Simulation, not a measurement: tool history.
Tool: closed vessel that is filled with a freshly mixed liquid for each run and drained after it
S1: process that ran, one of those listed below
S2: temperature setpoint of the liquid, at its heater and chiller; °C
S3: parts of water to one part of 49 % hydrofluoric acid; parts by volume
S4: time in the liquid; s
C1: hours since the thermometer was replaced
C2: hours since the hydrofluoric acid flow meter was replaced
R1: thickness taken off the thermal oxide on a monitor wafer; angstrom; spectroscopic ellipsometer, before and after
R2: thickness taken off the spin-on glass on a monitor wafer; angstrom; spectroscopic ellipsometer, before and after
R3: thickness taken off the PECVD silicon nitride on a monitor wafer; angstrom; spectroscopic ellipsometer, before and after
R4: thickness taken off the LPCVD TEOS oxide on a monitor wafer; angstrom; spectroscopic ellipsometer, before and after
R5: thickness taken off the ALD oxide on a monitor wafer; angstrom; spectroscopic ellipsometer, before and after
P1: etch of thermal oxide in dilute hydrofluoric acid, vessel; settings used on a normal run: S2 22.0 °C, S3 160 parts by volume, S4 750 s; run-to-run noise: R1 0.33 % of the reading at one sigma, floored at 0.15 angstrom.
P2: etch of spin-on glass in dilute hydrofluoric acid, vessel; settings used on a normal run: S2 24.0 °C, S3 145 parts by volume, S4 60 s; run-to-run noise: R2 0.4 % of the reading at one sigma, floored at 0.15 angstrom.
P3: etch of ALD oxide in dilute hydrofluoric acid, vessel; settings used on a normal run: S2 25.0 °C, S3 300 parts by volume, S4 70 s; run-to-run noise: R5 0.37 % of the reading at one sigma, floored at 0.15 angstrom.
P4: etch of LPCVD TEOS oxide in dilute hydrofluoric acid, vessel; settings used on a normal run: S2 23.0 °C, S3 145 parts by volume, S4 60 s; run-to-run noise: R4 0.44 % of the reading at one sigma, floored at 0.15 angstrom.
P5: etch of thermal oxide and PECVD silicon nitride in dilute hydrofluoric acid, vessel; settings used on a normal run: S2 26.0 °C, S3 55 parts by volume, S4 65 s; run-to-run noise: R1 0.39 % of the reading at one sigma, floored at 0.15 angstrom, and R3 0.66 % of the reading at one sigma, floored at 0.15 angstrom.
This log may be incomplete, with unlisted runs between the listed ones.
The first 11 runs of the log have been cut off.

Run 12, hour 42.8: S1 P1, S2 22.0 °C, S3 160 parts by volume, S4 750 s; C1 574.7; C2 238.8. Result: R1 190.650 angstrom.
Run 13, hour 46.9: S1 P1, S2 22.0 °C, S3 160 parts by volume, S4 420 s; C1 578.8; C2 242.9. Result: R1 106.660 angstrom.
Run 14, hour 51.7: S1 P5, S2 26.0 °C, S3 55 parts by volume, S4 130 s; C1 583.6; C2 247.7. Result: R1 122.840 angstrom, R3 78.939 angstrom.
Run 15, hour 55.1: S1 P1, S2 17.0 °C, S3 160 parts by volume, S4 750 s; C1 587.0; C2 251.1. Result: R1 157.160 angstrom.
Run 16, hour 60.1: S1 P2, S2 24.0 °C, S3 200 parts by volume, S4 60 s; C1 592.0; C2 256.1. Result: R2 133.940 angstrom.
Run 17, hour 63.9: S1 P4, S2 23.0 °C, S3 90 parts by volume, S4 60 s; C1 595.8; C2 259.9. Result: R4 358.39 angstrom.
Run 18, hour 68.6: S1 P2, S2 24.0 °C, S3 145 parts by volume, S4 60 s; C1 600.5; C2 264.6. Result: R2 197.860 angstrom.
Run 19, hour 71.9: S1 P3, S2 30.0 °C, S3 300 parts by volume, S4 70 s; C1 603.8; C2 267.9. Result: R5 73.559 angstrom.
Run 20, hour 76.7: S1 P1, S2 22.0 °C, S3 160 parts by volume, S4 750 s; C1 608.6; C2 272.7. Result: R1 189.710 angstrom.
Run 21, hour 81.6: S1 P4, S2 23.0 °C, S3 145 parts by volume, S4 60 s; C1 613.5; C2 277.6. Result: R4 209.91 angstrom.
Run 22, hour 84.4: S1 P4, S2 23.0 °C, S3 145 parts by volume, S4 60 s; C1 616.3; C2 280.4. Result: R4 209.50 angstrom.
Run 23, hour 88.3: S1 P1, S2 22.0 °C, S3 160 parts by volume, S4 750 s; C1 620.2; C2 284.3. Result: R1 188.270 angstrom.
Run 24, hour 93.6: S1 P1, S2 22.0 °C, S3 160 parts by volume, S4 1230 s; C1 625.5; C2 289.6. Result: R1 310.770 angstrom.
Run 25, hour 96.9: S1 P4, S2 28.5 °C, S3 145 parts by volume, S4 60 s; C1 628.8; C2 292.9. Result: R4 259.94 angstrom.
Run 26, hour 99.7: S1 P5, S2 26.0 °C, S3 55 parts by volume, S4 65 s; C1 631.6; C2 295.7. Result: R1 60.975 angstrom, R3 39.856 angstrom.
Run 27, hour 103.8: S1 P3, S2 25.0 °C, S3 300 parts by volume, S4 70 s; C1 635.7; C2 299.8. Result: R5 62.310 angstrom.
Run 28, hour 107.2: S1 P1, S2 29.0 °C, S3 160 parts by volume, S4 1305 s; C1 639.1; C2 303.2. Result: R1 430.080 angstrom.
Run 29, hour 110.7: S1 P1, S2 22.0 °C, S3 160 parts by volume, S4 750 s; C1 642.6; C2 306.7. Result: R1 189.720 angstrom.
Run 30, hour 115.4: S1 P1, S2 22.0 °C, S3 160 parts by volume, S4 750 s; C1 647.3; C2 311.4. Result: R1 190.230 angstrom.
Run 31, hour 120.2: S1 P1, S2 22.0 °C, S3 275 parts by volume, S4 1435 s; C1 652.1; C2 316.2. Result: R1 188.140 angstrom.
At hour 121.3: hydrofluoric acid flow meter replaced.
Run 32, hour 125.2: S1 P1, S2 26.5 °C, S3 160 parts by volume, S4 750 s; C1 657.1; C2 4.0. Result: R1 226.500 angstrom.
Run 33, hour 130.5: S1 P5, S2 26.0 °C, S3 90 parts by volume, S4 65 s; C1 662.4; C2 9.3. Result: R1 35.580 angstrom, R3 24.192 angstrom.
Run 34, hour 133.2: S1 P3, S2 25.0 °C, S3 300 parts by volume, S4 70 s; C1 665.1; C2 12.0. Result: R5 62.226 angstrom.

Expected results for the next run?
Run 35, hour 136.5: S1 P1, S2 22.0 °C, S3 160 parts by volume, S4 750 s; C1 668.4; C2 15.3. Result: R1 ?.

Logged for run 35: R1 188.910 angstrom.
